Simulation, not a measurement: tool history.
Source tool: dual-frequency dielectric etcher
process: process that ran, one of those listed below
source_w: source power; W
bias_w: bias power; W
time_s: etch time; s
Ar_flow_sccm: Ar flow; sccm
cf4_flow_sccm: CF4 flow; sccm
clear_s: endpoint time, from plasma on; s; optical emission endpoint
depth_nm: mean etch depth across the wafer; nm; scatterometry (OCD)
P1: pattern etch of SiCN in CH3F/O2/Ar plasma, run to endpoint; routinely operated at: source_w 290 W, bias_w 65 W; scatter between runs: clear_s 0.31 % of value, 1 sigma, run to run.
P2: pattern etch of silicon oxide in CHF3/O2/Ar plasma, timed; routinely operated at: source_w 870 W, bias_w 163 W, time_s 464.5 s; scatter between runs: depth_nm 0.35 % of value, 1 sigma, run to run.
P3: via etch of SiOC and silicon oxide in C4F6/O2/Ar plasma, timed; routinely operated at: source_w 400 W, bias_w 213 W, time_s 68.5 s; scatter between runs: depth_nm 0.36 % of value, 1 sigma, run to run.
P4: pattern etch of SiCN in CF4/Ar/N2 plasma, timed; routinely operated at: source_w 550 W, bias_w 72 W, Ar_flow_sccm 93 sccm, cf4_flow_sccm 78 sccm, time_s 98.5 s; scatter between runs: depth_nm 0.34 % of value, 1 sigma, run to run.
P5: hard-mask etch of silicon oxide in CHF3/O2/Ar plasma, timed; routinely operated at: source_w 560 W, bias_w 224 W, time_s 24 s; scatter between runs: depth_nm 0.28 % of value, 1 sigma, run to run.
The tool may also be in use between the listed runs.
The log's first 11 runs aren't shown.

run,day,process,source_w,bias_w,time_s,Ar_flow_sccm,cf4_flow_sccm,hours since the last wet clean,hours since the last source power generator calibration,hours since the last bias power generator calibration,clear_s,depth_nm
12,3.296,P2,1030,163,464.5,,,267,842.1,1487.7,,1151
13,3.629,P2,870,163,310,,,275,850.1,1495.7,,719.05
# day 3.788: bias power generator calibrated
14,3.946,P5,560,224,24,,,282.6,857.7,3.8,,51.345
# day 3.979: source power generator calibrated
15,4.158,P4,550,72,132.5,93,78,287.7,4.4,8.9,,136.52
16,4.438,P1,390,65,,,,294.4,11.1,15.6,38.009,
17,4.7,P3,250,213,68.5,,,300.7,17.4,21.9,,65.974
18,5.054,P1,290,65,,,,309.2,25.9,30.4,42.459,
19,5.246,P4,550,56,98.5,93,78,313.8,30.5,35,,92.804

Expected results for the next run?
20,5.458,P4,550,72,98.5,121,78,318.9,35.6,40.1,,?

{"run 20": {"depth_nm": 97.795}}
